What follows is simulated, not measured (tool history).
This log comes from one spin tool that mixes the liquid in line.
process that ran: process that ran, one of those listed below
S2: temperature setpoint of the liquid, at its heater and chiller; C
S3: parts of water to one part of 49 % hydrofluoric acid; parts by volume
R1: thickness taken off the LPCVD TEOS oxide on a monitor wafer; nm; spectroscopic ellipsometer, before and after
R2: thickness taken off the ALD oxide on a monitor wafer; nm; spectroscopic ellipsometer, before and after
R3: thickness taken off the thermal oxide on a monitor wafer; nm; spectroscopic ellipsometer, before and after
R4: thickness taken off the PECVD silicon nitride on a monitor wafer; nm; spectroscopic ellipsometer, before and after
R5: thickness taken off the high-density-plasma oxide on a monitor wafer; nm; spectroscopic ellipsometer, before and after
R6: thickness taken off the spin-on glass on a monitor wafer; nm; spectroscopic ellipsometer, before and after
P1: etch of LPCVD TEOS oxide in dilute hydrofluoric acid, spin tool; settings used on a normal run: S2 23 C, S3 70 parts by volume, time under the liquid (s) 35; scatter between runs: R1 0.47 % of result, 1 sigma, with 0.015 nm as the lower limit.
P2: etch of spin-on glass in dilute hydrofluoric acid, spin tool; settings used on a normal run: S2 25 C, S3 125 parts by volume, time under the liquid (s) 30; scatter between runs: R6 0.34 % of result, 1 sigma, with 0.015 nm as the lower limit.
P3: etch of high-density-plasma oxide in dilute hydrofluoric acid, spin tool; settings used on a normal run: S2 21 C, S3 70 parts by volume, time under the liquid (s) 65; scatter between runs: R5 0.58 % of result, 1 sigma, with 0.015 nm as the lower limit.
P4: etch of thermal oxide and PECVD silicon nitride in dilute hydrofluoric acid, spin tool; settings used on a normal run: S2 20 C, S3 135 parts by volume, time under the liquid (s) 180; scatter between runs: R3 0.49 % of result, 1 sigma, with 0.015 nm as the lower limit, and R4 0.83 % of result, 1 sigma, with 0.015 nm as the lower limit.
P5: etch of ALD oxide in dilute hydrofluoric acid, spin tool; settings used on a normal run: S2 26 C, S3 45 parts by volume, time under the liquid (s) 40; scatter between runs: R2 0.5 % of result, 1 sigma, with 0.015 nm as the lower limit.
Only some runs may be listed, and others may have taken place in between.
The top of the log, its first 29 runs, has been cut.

run 30 hour=365 | process_that_ran=P1 S2=23 S3=70 time_under_the_liquid_(s)=60 | R1=39.756
run 31 hour=377.6 | process_that_ran=P1 S2=23 S3=70 time_under_the_liquid_(s)=35 | R1=23.141
run 32 hour=385.5 | process_that_ran=P1 S2=23 S3=70 time_under_the_liquid_(s)=35 | R1=23.172
run 33 hour=399.3 | process_that_ran=P1 S2=23 S3=70 time_under_the_liquid_(s)=35 | R1=22.712
run 34 hour=408.7 | process_that_ran=P1 S2=23 S3=70 time_under_the_liquid_(s)=35 | R1=22.349
run 35 hour=417.2 | process_that_ran=P1 S2=23 S3=70 time_under_the_liquid_(s)=35 | R1=22.388
run 36 hour=428.6 | process_that_ran=P1 S2=23 S3=70 time_under_the_liquid_(s)=35 | R1=22.157
run 37 hour=445.7 | process_that_ran=P1 S2=23 S3=70 time_under_the_liquid_(s)=35 | R1=21.918
run 38 hour=454.7 | process_that_ran=P1 S2=23 S3=70 time_under_the_liquid_(s)=35 | R1=22.045
run 39 hour=469.8 | process_that_ran=P1 S2=23 S3=70 time_under_the_liquid_(s)=35 | R1=21.944
run 40 hour=485.3 | process_that_ran=P1 S2=23 S3=70 time_under_the_liquid_(s)=35 | R1=21.93
run 41 hour=495.9 | process_that_ran=P1 S2=23 S3=70 time_under_the_liquid_(s)=35 | R1=21.726
run 42 hour=511.7 | process_that_ran=P1 S2=23 S3=70 time_under_the_liquid_(s)=35 | R1=21.727

For run 43, what comes out?
run 43 hour=522.9 | process_that_ran=P1 S2=23 S3=70 time_under_the_liquid_(s)=35 | R1=?

Run 43 came out at R1 21.886 nm.

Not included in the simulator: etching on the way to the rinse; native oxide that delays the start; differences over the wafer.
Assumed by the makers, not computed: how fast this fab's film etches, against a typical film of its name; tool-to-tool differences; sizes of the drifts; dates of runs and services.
